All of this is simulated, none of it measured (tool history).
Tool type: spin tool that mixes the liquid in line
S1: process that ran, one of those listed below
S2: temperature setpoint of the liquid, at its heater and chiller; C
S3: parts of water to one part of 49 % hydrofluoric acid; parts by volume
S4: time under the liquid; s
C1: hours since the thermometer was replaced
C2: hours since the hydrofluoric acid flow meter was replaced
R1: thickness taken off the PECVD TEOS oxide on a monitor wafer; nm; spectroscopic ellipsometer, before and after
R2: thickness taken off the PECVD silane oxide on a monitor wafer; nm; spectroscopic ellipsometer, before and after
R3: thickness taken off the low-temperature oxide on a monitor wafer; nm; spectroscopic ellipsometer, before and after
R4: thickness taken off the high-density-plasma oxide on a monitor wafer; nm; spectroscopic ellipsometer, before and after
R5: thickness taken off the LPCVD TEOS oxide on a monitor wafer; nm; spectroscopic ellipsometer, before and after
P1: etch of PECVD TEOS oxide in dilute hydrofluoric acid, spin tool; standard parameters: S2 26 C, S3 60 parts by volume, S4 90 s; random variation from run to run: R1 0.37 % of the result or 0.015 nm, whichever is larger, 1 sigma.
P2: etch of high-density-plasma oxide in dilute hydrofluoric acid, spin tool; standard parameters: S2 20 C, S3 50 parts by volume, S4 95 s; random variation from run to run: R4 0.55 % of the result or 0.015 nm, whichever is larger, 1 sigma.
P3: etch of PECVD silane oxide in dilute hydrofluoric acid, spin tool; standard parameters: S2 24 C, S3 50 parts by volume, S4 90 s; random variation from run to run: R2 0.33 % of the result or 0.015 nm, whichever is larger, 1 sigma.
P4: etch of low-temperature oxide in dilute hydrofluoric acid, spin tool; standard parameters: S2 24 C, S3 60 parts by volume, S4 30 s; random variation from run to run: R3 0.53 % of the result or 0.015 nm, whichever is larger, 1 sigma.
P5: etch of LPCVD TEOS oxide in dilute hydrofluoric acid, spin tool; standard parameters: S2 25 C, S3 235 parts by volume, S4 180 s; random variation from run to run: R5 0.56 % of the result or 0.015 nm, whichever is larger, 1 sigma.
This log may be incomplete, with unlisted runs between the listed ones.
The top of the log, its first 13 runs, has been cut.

run,hour,S1,S2,S3,S4,C1,C2,R1,R2,R3,R4,R5
14,127.1,P3,24,25,90,2057.3,593.3,,118.73,,,
15,137.4,P1,26,35,90,2067.6,603.6,34.465,,,,
16,150.9,P2,20,50,95,2081.1,617.1,,,,8.7986,
17,163.6,P1,19.5,60,90,2093.8,629.8,14.876,,,,
18,174.6,P1,26,60,90,2104.8,640.8,19.337,,,,
19,183.2,P1,30.5,60,90,2113.4,649.4,22.937,,,,
20,190.1,P5,25,235,180,2120.3,656.3,,,,,11.491
21,200.2,P3,24,50,90,2130.4,666.4,,57.122,,,
22,206.4,P5,19,235,180,2136.6,672.6,,,,,9.2909
23,215.5,P3,24,50,90,2145.7,681.7,,57.566,,,
24,222.2,P2,20,85,95,2152.4,688.4,,,,4.9486,
25,235.2,P2,26.5,50,95,2165.4,701.4,,,,11.561,
26,248,P4,24,60,65,2178.2,714.2,,,36.595,,

Predict the results of run 27:
27,254.3,P1,26,60,90,2184.5,720.5,?,,,,

{"run 27": {"R1": 19.326}}
